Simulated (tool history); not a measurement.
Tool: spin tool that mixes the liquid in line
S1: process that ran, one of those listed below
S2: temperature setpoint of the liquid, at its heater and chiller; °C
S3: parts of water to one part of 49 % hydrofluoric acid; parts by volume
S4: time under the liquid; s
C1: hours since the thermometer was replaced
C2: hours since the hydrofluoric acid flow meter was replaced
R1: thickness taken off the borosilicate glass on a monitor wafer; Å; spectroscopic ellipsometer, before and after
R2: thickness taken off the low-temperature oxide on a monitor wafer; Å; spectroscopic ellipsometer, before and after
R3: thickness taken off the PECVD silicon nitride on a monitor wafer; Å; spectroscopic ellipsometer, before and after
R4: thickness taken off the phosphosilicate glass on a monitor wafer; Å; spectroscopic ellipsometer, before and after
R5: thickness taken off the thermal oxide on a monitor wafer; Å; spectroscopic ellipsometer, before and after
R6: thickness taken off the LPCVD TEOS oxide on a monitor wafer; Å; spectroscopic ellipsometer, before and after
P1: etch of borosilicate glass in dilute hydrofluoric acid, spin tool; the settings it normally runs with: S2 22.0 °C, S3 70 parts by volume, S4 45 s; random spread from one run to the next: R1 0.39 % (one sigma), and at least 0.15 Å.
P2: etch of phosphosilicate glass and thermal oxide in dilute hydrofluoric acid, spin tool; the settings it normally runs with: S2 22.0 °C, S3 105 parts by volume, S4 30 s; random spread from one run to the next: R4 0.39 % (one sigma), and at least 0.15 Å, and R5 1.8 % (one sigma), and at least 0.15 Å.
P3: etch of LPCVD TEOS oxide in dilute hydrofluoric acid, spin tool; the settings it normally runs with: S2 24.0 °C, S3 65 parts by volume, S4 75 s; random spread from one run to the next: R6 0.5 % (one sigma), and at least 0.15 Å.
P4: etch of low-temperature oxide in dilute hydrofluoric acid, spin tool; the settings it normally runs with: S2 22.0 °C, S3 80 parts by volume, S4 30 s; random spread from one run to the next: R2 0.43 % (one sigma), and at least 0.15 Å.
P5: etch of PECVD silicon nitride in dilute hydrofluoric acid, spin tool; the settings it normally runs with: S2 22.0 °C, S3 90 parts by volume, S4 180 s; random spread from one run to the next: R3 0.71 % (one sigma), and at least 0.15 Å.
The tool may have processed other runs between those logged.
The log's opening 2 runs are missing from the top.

run	day	S1	S2	S3	S4	C1	C2	R1	R2	R3	R4	R5	R6
3	0.729	P1	22.0	115	45	1692.7	394.5	150.920					
4	0.958	P5	22.0	90	180	1698.2	400.0			35.974			
5	1.221	P1	22.0	70	15	1704.5	406.3	86.877					
6	1.412	P2	28.0	105	30	1709.1	410.9				304.70	15.6010	
7	1.696	P1	22.0	70	45	1715.9	417.7	262.000					
8	1.858	P3	24.0	65	110	1719.8	421.6						294.77
# day 1.867: thermometer replaced
9	2.129	P3	24.0	65	75	6.4	428.1						199.89
10	2.267	P2	22.0	150	30	9.7	431.4				161.50	8.7011	
11	2.512	P4	22.0	80	30	15.6	437.3		71.621				
12	2.658	P1	17.0	70	45	19.1	440.8	212.430					
13	2.833	P4	22.0	20	30	23.3	445.0		310.490				
14	3.029	P2	22.0	105	30	28.0	449.7				241.96	12.3070	
15	3.267	P3	17.5	65	75	33.7	455.4						153.10
16	3.450	P5	17.0	90	180	38.1	459.8			25.607			
17	3.662	P1	22.0	70	45	43.2	464.9	262.340					
18	3.912	P1	22.0	70	45	49.2	470.9	262.370					
19	4.112	P5	22.0	90	285	54.0	475.7			57.156			
20	4.296	P5	22.0	150	180	58.4	480.1			21.700			
21	4.525	P1	22.0	20	45	63.9	485.6	969.350					
22	4.758	P5	22.0	90	180	69.5	491.2			36.439			
23	4.925	P1	22.0	70	70	73.5	495.2	408.990					
24	5.204	P1	26.5	70	45	80.2	501.9	312.680					

Forecast run 25:
25	5.488	P1	29.0	70	25	87.0	508.7	?					

R1: 192.540 Å

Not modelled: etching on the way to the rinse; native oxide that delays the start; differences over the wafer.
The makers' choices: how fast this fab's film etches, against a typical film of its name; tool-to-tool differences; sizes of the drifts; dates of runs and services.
